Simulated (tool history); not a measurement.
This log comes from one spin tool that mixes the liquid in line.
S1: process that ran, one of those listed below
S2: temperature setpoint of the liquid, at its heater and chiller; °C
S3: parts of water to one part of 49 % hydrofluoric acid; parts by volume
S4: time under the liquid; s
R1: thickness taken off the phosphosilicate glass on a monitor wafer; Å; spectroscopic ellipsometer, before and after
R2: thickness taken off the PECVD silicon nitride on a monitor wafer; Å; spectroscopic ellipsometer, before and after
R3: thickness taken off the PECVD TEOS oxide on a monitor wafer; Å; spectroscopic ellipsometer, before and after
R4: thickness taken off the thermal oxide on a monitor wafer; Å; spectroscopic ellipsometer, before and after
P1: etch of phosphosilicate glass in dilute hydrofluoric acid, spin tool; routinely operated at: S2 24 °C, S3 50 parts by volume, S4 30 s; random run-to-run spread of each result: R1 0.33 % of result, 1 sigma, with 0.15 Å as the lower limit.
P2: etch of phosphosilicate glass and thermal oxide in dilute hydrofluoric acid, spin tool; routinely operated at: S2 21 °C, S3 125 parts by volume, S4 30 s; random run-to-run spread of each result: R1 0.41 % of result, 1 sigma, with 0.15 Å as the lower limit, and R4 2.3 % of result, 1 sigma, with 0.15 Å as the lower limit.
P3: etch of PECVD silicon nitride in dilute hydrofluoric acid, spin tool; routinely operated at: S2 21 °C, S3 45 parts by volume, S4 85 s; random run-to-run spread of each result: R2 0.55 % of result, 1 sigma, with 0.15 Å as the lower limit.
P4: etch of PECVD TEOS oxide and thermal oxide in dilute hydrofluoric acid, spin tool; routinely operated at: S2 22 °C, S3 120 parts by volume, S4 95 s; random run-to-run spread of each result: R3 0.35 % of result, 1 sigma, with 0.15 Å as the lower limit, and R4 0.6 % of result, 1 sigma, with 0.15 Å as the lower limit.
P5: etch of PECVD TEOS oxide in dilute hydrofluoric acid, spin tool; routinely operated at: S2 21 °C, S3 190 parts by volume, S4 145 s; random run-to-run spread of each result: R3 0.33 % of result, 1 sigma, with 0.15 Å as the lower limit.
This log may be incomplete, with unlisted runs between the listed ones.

run   hour  S1  S2   S3   S4      R1      R2      R3      R4
  1   15.7  P1  24   50   30   476.8
  2   23.2  P1  24   50   15  237.95
  3   38.7  P3  21   45  155          157.32
  4   54.4  P1  19   50   60  770.98
  5   68.5  P1  24   50   30  474.64
  6   85.6  P5  21   35  145                   530.1
  7   97.4  P1  24   70   15  165.28
  8  111.9  P1  20   50   30  403.95
  9  124.9  P2  21  125   30  266.14                  9.2145
 10  134.7  P5  21  190  145                  82.044
 11    145  P1  24   25   30  988.35
 12  162.2  P3  21   45   85          86.646
 13  178.2  P1  24   50   30  477.52
 14  190.9  P5  17  190  145                  69.978
 15  202.6  P4  17  120   95                  98.122  28.613
 16  219.4  P1  24   50   30  475.33
 17  227.4  P4  22  120   15                  18.863  5.2059
 18    239  P2  17  125   30  226.85                  8.2109
 19  247.5  P2  21  125   50     443                  16.367
 20  257.4  P1  17   50   15  176.73
 21  265.1  P4  22  220   95                  58.807  17.294
 22  275.7  P4  22  120   95                  119.97  35.201
 23  284.1  P3  17   45   85          65.993
 24  297.8  P3  21   45   85          86.946
 25  309.6  P2  21   25   30  1507.2                  53.721
 26  317.6  P1  29   50   30  581.56
 27  330.9  P3  21   20   85          187.44
 28  342.6  P1  24   50   65  1028.6
 29  355.8  P5  21  190  285                  160.61
 30  368.4  P1  24   75   30   307.7
 31  380.3  P1  24   50   30  475.59
 32  396.8  P1  24   50   30  458.53
 33  410.3  P1  24   50   30  456.22
 34  424.4  P1  24   50   30  451.41
 35  435.6  P1  24   50   30  449.36
 36  451.1  P1  24   50   30   446.3
 37  464.6  P1  24   50   30  446.86
 38  477.1  P1  24   50   30  446.12
 39  485.5  P1  24   50   30  449.82

P1 no longer gives what it gave before; its output has crept away from where it was. The following 2 causes, each at its listed size, fit the log equally well:
A: liquid colder than its thermometer reads (K) = 1.54
B: hydrofluoric acid flow below the setpoint (%) = 5.76
At approximately hour 380.3, the process output began to creep.

Consider the 4 single-wafer check runs listed below, results given as question marks: which one distinguishes between the causes by giving clearly different results for each?
check 1  493.9  P4    22  190   50           ?   ?
check 2  493.9  P3    17   20   85       ?
check 3  493.9  P5    17  190  275           ?
check 4  493.9  P2  17.5   85   30   ?           ?

What every check run would give for each of its results, assuming each possible cause in turn:
  check  result    if A    if B
check 1      R3  34.761  34.337
check 1      R4  10.201  10.077
check 2      R2  127.38  134.63
check 3      R3  124.64  123.68
check 4      R1  332.29  332.54
check 4      R4   11.81  11.819
Per check, the gap between the least separated pair of causes, taken in the result that splits them most: check 1 1.23 %; check 2 5.54 %; check 3 0.77 %; check 4 0.07 %
Only in check 2 would the causes give clearly different results; in the remaining checks their results would be nearly the same.

Running check 2 produced the following: R2 127.21 Å. Which one of the listed causes fits?

It was cause A: liquid colder than its thermometer reads (K).
